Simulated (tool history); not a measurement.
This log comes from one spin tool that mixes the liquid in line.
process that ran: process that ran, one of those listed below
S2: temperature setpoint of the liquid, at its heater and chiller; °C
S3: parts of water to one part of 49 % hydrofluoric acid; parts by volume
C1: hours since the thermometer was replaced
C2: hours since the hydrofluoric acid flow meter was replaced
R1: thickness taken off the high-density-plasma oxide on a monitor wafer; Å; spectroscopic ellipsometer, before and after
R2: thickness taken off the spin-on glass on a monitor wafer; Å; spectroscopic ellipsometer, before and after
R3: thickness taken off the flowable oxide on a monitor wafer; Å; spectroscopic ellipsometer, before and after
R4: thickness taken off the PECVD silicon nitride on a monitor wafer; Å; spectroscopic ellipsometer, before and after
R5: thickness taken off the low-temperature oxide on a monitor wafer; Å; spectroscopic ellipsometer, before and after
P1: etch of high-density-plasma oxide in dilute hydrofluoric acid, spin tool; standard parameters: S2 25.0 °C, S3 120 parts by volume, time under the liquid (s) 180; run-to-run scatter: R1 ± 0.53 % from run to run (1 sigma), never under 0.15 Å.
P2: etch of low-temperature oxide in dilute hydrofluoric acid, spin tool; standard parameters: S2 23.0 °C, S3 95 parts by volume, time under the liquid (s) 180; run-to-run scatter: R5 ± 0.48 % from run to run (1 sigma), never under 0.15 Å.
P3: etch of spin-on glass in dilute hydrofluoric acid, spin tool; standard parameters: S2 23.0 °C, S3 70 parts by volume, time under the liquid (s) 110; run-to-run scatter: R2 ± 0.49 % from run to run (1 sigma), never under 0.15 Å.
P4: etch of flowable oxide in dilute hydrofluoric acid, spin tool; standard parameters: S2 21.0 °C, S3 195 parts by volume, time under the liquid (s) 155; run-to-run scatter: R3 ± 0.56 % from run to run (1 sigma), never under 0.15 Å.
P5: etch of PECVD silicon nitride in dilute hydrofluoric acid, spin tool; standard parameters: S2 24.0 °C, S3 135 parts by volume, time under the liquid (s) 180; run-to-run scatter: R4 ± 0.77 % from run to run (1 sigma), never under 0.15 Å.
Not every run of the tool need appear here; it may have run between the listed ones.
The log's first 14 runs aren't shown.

Run 15, day 2.833: process that ran P2, S2 23.0 °C, S3 95 parts by volume, time under the liquid (s) 180; C1 912.6; C2 436.5. Result: R5 266.31 Å.
Run 16, day 3.012: process that ran P1, S2 19.5 °C, S3 120 parts by volume, time under the liquid (s) 180; C1 916.9; C2 440.8. Result: R1 78.774 Å.
Run 17, day 3.196: process that ran P1, S2 25.0 °C, S3 45 parts by volume, time under the liquid (s) 180; C1 921.3; C2 445.2. Result: R1 288.900 Å.
Run 18, day 3.446: process that ran P4, S2 21.0 °C, S3 195 parts by volume, time under the liquid (s) 40; C1 927.3; C2 451.2. Result: R3 56.63 Å.
Run 19, day 3.667: process that ran P3, S2 23.0 °C, S3 20 parts by volume, time under the liquid (s) 110; C1 932.6; C2 456.5. Result: R2 1882.900 Å.
Run 20, day 3.842: process that ran P5, S2 24.0 °C, S3 135 parts by volume, time under the liquid (s) 180; C1 936.8; C2 460.7. Result: R4 33.4180 Å.
Run 21, day 4.025: process that ran P1, S2 33.0 °C, S3 120 parts by volume, time under the liquid (s) 60; C1 941.2; C2 465.1. Result: R1 44.143 Å.
Run 22, day 4.200: process that ran P2, S2 29.5 °C, S3 95 parts by volume, time under the liquid (s) 180; C1 945.4; C2 469.3. Result: R5 344.89 Å.
Run 23, day 4.429: process that ran P4, S2 21.0 °C, S3 195 parts by volume, time under the liquid (s) 155; C1 950.9; C2 474.8. Result: R3 219.67 Å.
Run 24, day 4.592: process that ran P5, S2 24.0 °C, S3 135 parts by volume, time under the liquid (s) 15; C1 954.8; C2 478.7. Result: R4 2.6561 Å.
Run 25, day 4.729: process that ran P1, S2 25.0 °C, S3 120 parts by volume, time under the liquid (s) 285; C1 958.1; C2 482.0. Result: R1 156.670 Å.
Run 26, day 4.975: process that ran P1, S2 21.0 °C, S3 70 parts by volume, time under the liquid (s) 180; C1 964.0; C2 487.9. Result: R1 150.780 Å.
Run 27, day 5.208: process that ran P1, S2 30.0 °C, S3 120 parts by volume, time under the liquid (s) 180; C1 969.6; C2 493.5. Result: R1 117.650 Å.
Run 28, day 5.442: process that ran P1, S2 25.0 °C, S3 120 parts by volume, time under the liquid (s) 180; C1 975.2; C2 499.1. Result: R1 98.079 Å.

Run 29 is up next; what results do you expect?
Run 29, day 5.692: process that ran P3, S2 17.0 °C, S3 70 parts by volume, time under the liquid (s) 110; C1 981.2; C2 505.1. Result: R2 ?.

Logged for run 29: R2 394.880 Å.

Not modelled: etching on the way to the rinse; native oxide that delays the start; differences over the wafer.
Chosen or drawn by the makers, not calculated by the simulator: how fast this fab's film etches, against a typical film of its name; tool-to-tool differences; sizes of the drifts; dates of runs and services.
